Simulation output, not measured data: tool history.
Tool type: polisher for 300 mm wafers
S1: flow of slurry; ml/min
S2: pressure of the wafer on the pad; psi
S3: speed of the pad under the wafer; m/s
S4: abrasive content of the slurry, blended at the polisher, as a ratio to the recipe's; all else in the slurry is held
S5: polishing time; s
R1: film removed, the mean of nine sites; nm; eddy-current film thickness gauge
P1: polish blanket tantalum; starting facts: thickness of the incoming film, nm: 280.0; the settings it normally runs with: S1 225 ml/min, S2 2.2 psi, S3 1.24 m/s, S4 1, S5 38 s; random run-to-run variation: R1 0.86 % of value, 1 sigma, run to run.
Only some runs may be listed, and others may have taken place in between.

run 1 hour=9.1 | S1=225 S2=2.2 S3=1.24 S4=1 S5=38 | R1=81.799
run 2 hour=22.3 | S1=325 S2=2.2 S3=0.9 S4=1 S5=38 | R1=61.622
run 3 hour=34.2 | S1=225 S2=2.2 S3=1.86 S4=1 S5=38 | R1=124.11
run 4 hour=45.5 | S1=225 S2=2.2 S3=1.24 S4=1.25 S5=38 | R1=85.221
run 5 hour=57.1 | S1=225 S2=2.2 S3=1.24 S4=1 S5=38 | R1=82.967
run 6 hour=64.2 | S1=225 S2=2.2 S3=0.56 S4=1 S5=38 | R1=36.838
run 7 hour=73.8 | S1=225 S2=3.5 S3=1.24 S4=1 S5=38 | R1=131.26
run 8 hour=81.4 | S1=225 S2=2.2 S3=1.24 S4=1 S5=38 | R1=82.626
run 9 hour=94.4 | S1=225 S2=2.2 S3=1.24 S4=1 S5=57 | R1=122.45
run 10 hour=107.6 | S1=295 S2=2.2 S3=1.24 S4=1 S5=38 | R1=83.593
run 11 hour=115.4 | S1=135 S2=2.2 S3=1.24 S4=1 S5=38 | R1=75.925
run 12 hour=124.3 | S1=225 S2=2.2 S3=1.24 S4=0.5 S5=38 | R1=63.27
run 13 hour=133.2 | S1=225 S2=1.2 S3=1.24 S4=1 S5=38 | R1=45.11
run 14 hour=146.3 | S1=225 S2=2.2 S3=1.24 S4=1 S5=38 | R1=82.262
run 15 hour=153 | S1=225 S2=2.2 S3=1.24 S4=1 S5=21 | R1=45.516
run 16 hour=163 | S1=225 S2=2.2 S3=1.24 S4=1 S5=38 | R1=83.364
run 17 hour=174.4 | S1=225 S2=2.2 S3=1.24 S4=1 S5=38 | R1=78.235
run 18 hour=182.4 | S1=225 S2=2.2 S3=1.24 S4=1 S5=38 | R1=75.75
run 19 hour=189.2 | S1=225 S2=2.2 S3=1.24 S4=1 S5=38 | R1=76.535
run 20 hour=197.8 | S1=225 S2=2.2 S3=1.24 S4=1 S5=38 | R1=73.471
run 21 hour=204.1 | S1=225 S2=2.2 S3=1.24 S4=1 S5=38 | R1=73.913
-- hour=208 head pressure recalibrated
run 22 hour=210.2 | S1=225 S2=2.2 S3=1.24 S4=1 S5=38 | R1=74.571
-- hour=213.7 slurry nozzle cleaned
run 23 hour=223.2 | S1=225 S2=2.2 S3=1.24 S4=1 S5=38 | R1=72.658
run 24 hour=236.7 | S1=225 S2=2.2 S3=1.24 S4=1 S5=38 | R1=73.347
run 25 hour=243.6 | S1=225 S2=2.2 S3=1.24 S4=1 S5=38 | R1=73.026

What P1 gives has crept off from where it sat before. The 2 causes that follow fit the log equally well, each at the size noted:
A: abrasive missing from the slurry, % = 30.3
B: removal rate lost through wear of the pad, % = 11.1
The gradual shift began around hour 163.
Ruled out, with reasons:
slurry flow missing at the pad, %: work on it at hour 213.7, done after the drift set in, did not restore what the process gave before
head's pressure below its setpoint, %: work on it at hour 208, done after the drift set in, did not restore what the process gave before

4 check runs are offered, each on 3 wafers whose results are averaged, their results left as question marks. Which one tells the causes apart?
run check 1 hour=250.5 | S1=225 S2=2.2 S3=0.68 S4=0.6 S5=38 | R1=?
run check 2 hour=250.5 | S1=225 S2=2.2 S3=1.82 S4=1 S5=56 | R1=?
run check 3 hour=250.5 | S1=135 S2=2.2 S3=1.24 S4=1 S5=38 | R1=?
run check 4 hour=250.5 | S1=225 S2=2.2 S3=1.82 S4=1 S5=38 | R1=?

What each check would give under each cause:
check=check_1 result=R1 if_A=32.128 if_B=33.528
check=check_2 result=R1 if_A=157.52 if_B=157.43
check=check_3 result=R1 if_A=67.351 if_B=67.312
check=check_4 result=R1 if_A=106.89 if_B=106.83
Minimum pairwise separation of causes per check, each pair taken at its best-separating result: check 1 4.27 %; check 2 0.06 %; check 3 0.06 %; check 4 0.06 %
Only in check 1 would the causes give clearly different results; in the remaining checks their results would be nearly the same.

Here is what check 1 returned: R1 33.656 nm. Which cause is it?

It was cause B: removal rate lost through wear of the pad, %.

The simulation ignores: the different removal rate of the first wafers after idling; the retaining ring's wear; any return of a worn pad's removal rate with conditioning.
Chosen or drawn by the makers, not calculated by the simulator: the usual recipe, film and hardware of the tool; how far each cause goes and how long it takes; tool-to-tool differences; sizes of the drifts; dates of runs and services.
